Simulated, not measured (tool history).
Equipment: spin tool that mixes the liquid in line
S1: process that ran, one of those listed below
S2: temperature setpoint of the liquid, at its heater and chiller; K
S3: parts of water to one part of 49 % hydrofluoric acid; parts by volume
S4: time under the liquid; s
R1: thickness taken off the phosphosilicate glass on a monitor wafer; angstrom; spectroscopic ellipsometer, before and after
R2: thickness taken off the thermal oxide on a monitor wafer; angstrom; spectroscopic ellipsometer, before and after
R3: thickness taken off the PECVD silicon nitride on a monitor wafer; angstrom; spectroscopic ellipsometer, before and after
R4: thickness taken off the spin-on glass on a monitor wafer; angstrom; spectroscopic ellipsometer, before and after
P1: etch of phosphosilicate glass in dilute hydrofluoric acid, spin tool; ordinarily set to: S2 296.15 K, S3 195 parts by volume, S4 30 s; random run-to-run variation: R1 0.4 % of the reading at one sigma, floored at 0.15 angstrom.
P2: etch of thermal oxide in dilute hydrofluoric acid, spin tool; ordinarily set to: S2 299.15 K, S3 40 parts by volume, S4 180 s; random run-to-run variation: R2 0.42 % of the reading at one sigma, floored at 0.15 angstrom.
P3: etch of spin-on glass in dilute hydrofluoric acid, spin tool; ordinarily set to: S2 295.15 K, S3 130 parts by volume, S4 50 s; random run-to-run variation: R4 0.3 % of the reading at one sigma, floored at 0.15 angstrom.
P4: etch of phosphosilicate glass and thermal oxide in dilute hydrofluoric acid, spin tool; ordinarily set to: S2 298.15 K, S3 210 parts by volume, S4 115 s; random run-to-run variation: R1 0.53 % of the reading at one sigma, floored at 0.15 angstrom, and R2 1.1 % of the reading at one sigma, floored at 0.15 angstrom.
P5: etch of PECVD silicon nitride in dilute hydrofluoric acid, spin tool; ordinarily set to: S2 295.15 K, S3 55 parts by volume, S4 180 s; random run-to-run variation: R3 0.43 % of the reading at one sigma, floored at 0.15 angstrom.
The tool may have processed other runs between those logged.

run	day	S1	S2	S3	S4	R1	R2	R3	R4
1	0.579	P1	296.15	195	30	268.62			
2	1.058	P4	290.15	210	115	235.69	18.355		
3	1.392	P2	307.15	40	180		360.590		
4	1.942	P5	295.15	55	15			4.0165	
5	2.483	P2	299.15	40	180		260.410		
6	3.154	P1	296.15	195	30	271.33			
7	3.567	P1	296.15	195	30	268.01			
8	4.004	P2	299.15	40	180		261.430		
9	4.575	P1	296.15	270	30	179.82			
10	5.196	P1	296.15	290	50	274.64			
11	5.721	P2	299.15	40	15		21.894		
12	6.121	P4	298.15	210	115	318.00	23.971		
13	6.462	P1	296.15	195	50	448.69			
14	6.904	P1	304.65	195	30	365.12			
15	7.554	P4	298.15	210	115	316.24	24.423		
16	7.962	P3	295.15	130	50				144.980
17	8.333	P2	299.15	70	180		142.460		
18	8.638	P1	296.15	195	15	134.51			
19	9.217	P3	290.15	130	50				118.790
20	9.888	P5	295.15	55	180			46.5580	
21	10.317	P3	295.15	235	50				71.822
22	10.633	P1	292.65	195	30	234.15			
23	11.071	P1	290.65	75	30	638.07			
24	11.517	P1	296.15	85	30	700.86			
25	11.954	P5	302.15	55	180			73.8960	
26	12.304	P1	296.15	195	30	269.56			
27	12.679	P5	295.15	20	180			122.3400	
28	13.333	P5	295.15	55	180			46.5090	
29	13.746	P1	300.15	50	30	1459.90			
30	14.121	P4	298.15	210	230	636.55	49.250		
31	14.662	P3	295.15	130	50				144.980
32	15.067	P4	298.15	335	115	175.49	13.384		
33	15.650	P3	295.15	130	15				43.220
34	16.250	P1	296.15	195	30	267.83			
35	16.729	P1	296.15	195	30	261.74			
36	17.375	P1	296.15	195	30	256.34			
37	17.925	P1	296.15	195	30	253.47			
38	18.500	P1	296.15	195	30	252.16			
39	19.150	P1	296.15	195	30	248.18			
40	19.767	P1	296.15	195	30	247.96			
41	20.167	P1	296.15	195	30	247.20			
42	20.833	P1	296.15	195	30	248.13			
43	21.392	P1	296.15	195	30	247.37			
44	21.729	P1	296.15	195	30	243.79			
45	22.362	P1	296.15	195	30	246.97			

Compared with where it was, what P1 gives has crept away. Each cause listed below fits the log as well as the rest, at the size given for it:
A: hydrofluoric acid flow below the setpoint (%) = 7.14
B: liquid colder than its thermometer reads (K) = 2.37
The creep began at about day 16.250.

Each of the 4 check runs below uses one wafer; its results are left as question marks. Which run tells the causes apart?
check 1	22.996	P5	301.15	55	110			?	
check 2	22.996	P2	305.15	70	180		?		
check 3	22.996	P3	290.15	230	50				?
check 4	22.996	P4	290.65	310	115	?	?		

Check results expected under each cause:
check	result	if A	if B
check 1	R3	39.1610	36.0470
check 2	R2	166.390	165.020
check 3	R4	55.670	55.412
check 4	R1	135.03	135.54
check 4	R2	10.392	10.431
Smallest distance between any two causes, each pair judged by its most separating result, in per cent: check 1 8.29 %; check 2 0.82 %; check 3 0.46 %; check 4 0.38 %
The other checks would show nearly matching results whichever cause is true, so check 1 is the only one that separates the causes.

Check 1 was carried out, with these results: R3 39.5330 angstrom. Which of the listed causes is responsible?

The correct cause is A, namely: hydrofluoric acid flow below the setpoint (%).
